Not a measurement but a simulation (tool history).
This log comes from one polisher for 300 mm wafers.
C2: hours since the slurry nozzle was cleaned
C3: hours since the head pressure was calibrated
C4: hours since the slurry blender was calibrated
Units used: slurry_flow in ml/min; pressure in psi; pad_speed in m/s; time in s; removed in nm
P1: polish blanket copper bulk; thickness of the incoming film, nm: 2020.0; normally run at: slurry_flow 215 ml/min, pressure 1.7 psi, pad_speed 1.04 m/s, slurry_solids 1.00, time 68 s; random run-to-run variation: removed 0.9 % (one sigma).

Run 1, hour 16.4: slurry_flow 215 ml/min, pressure 1.7 psi, pad_speed 1.04 m/s, slurry_solids 1.00, time 68 s; wafers polished on this pad 1087; C2 129.4; C3 283.1; C4 280.9. Result: removed 404.93 nm.
Run 2, hour 32.6: slurry_flow 215 ml/min, pressure 0.8 psi, pad_speed 1.04 m/s, slurry_solids 1.00, time 68 s; wafers polished on this pad 1248; C2 145.6; C3 299.3; C4 297.1. Result: removed 195.62 nm.
Run 3, hour 47.7: slurry_flow 215 ml/min, pressure 1.7 psi, pad_speed 1.44 m/s, slurry_solids 1.00, time 68 s; wafers polished on this pad 1399; C2 160.7; C3 314.4; C4 312.2. Result: removed 559.27 nm.
Run 4, hour 60.0: slurry_flow 215 ml/min, pressure 1.7 psi, pad_speed 1.04 m/s, slurry_solids 1.00, time 68 s; wafers polished on this pad 1522; C2 173.0; C3 326.7; C4 324.5. Result: removed 407.49 nm.
Run 5, hour 69.8: slurry_flow 215 ml/min, pressure 1.7 psi, pad_speed 1.04 m/s, slurry_solids 1.25, time 68 s; wafers polished on this pad 1620; C2 182.8; C3 336.5; C4 334.3. Result: removed 420.69 nm.
Run 6, hour 84.6: slurry_flow 160 ml/min, pressure 1.7 psi, pad_speed 1.04 m/s, slurry_solids 1.00, time 49 s; wafers polished on this pad 1768; C2 197.6; C3 351.3; C4 349.1. Result: removed 276.18 nm.
Run 7, hour 95.8: slurry_flow 130 ml/min, pressure 1.7 psi, pad_speed 1.04 m/s, slurry_solids 1.00, time 68 s; wafers polished on this pad 1879; C2 208.8; C3 362.5; C4 360.3. Result: removed 374.67 nm.
Run 8, hour 107.8: slurry_flow 215 ml/min, pressure 2.2 psi, pad_speed 1.04 m/s, slurry_solids 1.30, time 68 s; wafers polished on this pad 1999; C2 220.8; C3 374.5; C4 372.3. Result: removed 557.83 nm.
At hour 108.2: slurry blender recalibrated.
Run 9, hour 120.7: slurry_flow 215 ml/min, pressure 1.7 psi, pad_speed 1.04 m/s, slurry_solids 1.00, time 68 s; wafers polished on this pad 2128; C2 233.7; C3 387.4; C4 12.5. Result: removed 405.62 nm.
Run 10, hour 133.6: slurry_flow 215 ml/min, pressure 1.7 psi, pad_speed 1.04 m/s, slurry_solids 1.00, time 103 s; wafers polished on this pad 2257; C2 246.6; C3 400.3; C4 25.4. Result: removed 611.05 nm.
Run 11, hour 146.6: slurry_flow 215 ml/min, pressure 1.7 psi, pad_speed 1.04 m/s, slurry_solids 1.00, time 68 s; wafers polished on this pad 2386; C2 259.6; C3 413.3; C4 38.4. Result: removed 410.06 nm.
Run 12, hour 155.5: slurry_flow 215 ml/min, pressure 1.7 psi, pad_speed 1.04 m/s, slurry_solids 1.00, time 31 s; wafers polished on this pad 2475; C2 268.5; C3 422.2; C4 47.3. Result: removed 189.06 nm.
Run 13, hour 164.4: slurry_flow 215 ml/min, pressure 1.7 psi, pad_speed 1.04 m/s, slurry_solids 1.00, time 68 s; wafers polished on this pad 2564; C2 277.4; C3 431.1; C4 56.2. Result: removed 413.81 nm.
Run 14, hour 173.7: slurry_flow 215 ml/min, pressure 1.7 psi, pad_speed 1.04 m/s, slurry_solids 0.55, time 68 s; wafers polished on this pad 2657; C2 286.7; C3 440.4; C4 65.5. Result: removed 357.80 nm.
Run 15, hour 183.4: slurry_flow 215 ml/min, pressure 2.5 psi, pad_speed 1.04 m/s, slurry_solids 1.00, time 68 s; wafers polished on this pad 2754; C2 296.4; C3 450.1; C4 75.2. Result: removed 598.38 nm.
Run 16, hour 194.7: slurry_flow 215 ml/min, pressure 1.7 psi, pad_speed 0.50 m/s, slurry_solids 1.00, time 68 s; wafers polished on this pad 2867; C2 307.7; C3 461.4; C4 86.5. Result: removed 198.36 nm.

Estimate the outcome of run 17 from the log above:
Run 17, hour 210.2: slurry_flow 335 ml/min, pressure 1.7 psi, pad_speed 1.04 m/s, slurry_solids 1.00, time 68 s; wafers polished on this pad 3021; C2 323.2; C3 476.9; C4 102.0. Result: removed ?.

{"run 17": {"removed": 426.52}}
